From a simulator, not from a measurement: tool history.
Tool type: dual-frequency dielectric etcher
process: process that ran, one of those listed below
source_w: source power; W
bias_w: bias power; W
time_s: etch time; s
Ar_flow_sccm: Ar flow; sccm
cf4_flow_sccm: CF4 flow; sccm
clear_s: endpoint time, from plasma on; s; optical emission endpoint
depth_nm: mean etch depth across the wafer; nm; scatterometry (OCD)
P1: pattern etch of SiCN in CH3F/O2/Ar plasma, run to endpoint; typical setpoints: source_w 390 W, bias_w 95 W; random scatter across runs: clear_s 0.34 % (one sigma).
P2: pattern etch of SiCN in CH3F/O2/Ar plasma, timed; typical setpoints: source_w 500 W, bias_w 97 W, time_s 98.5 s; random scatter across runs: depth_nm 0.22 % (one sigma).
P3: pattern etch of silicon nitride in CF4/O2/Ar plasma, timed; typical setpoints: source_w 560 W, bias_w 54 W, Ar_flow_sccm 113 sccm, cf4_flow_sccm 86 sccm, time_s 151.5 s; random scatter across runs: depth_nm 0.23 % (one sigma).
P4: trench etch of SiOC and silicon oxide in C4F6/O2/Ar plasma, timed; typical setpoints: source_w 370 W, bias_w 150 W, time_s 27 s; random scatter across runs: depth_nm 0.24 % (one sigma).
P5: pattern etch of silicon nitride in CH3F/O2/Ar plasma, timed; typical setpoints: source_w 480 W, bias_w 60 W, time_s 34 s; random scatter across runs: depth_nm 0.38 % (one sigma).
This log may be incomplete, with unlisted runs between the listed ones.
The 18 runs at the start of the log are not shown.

run	hour	process	source_w	bias_w	time_s	Ar_flow_sccm	cf4_flow_sccm	hours since the last wet clean	hours since the last source power generator calibration	hours since the last bias power generator calibration	clear_s	depth_nm
19	210.7	P5	480	60	34			329.5	2265.9	1186		24.357
20	224.8	P1	390	132				343.6	2280	1200.1	16.581	
21	238.9	P3	740	54	151.5	113	86	357.7	2294.1	1214.2		401.02
22	252.2	P1	390	95				371	2307.4	1227.5	18.96	
23	262.3	P5	480	60	34			381.1	2317.5	1237.6		24.243
24	276.4	P2	410	97	98.5			395.2	2331.6	1251.7		41.708
25	290.8	P1	390	95				409.6	2346	1266.1	18.988	
26	299.2	P2	500	97	98.5			418	2354.4	1274.5		44.734
# hour 300: source power generator calibrated
27	312.1	P3	560	54	151.5	113	86	430.9	12.2	1287.4		317.18
28	325.4	P1	390	95				444.2	25.5	1300.7	18.993	
29	339.5	P1	390	95				458.3	39.6	1314.8	18.915	
30	348.8	P5	480	82	34			467.6	48.9	1324.1		26.903

Forecast run 31:
31	356	P1	500	95				474.8	56.1	1331.3	?	

Run 31 came out at clear_s 17.3 s.
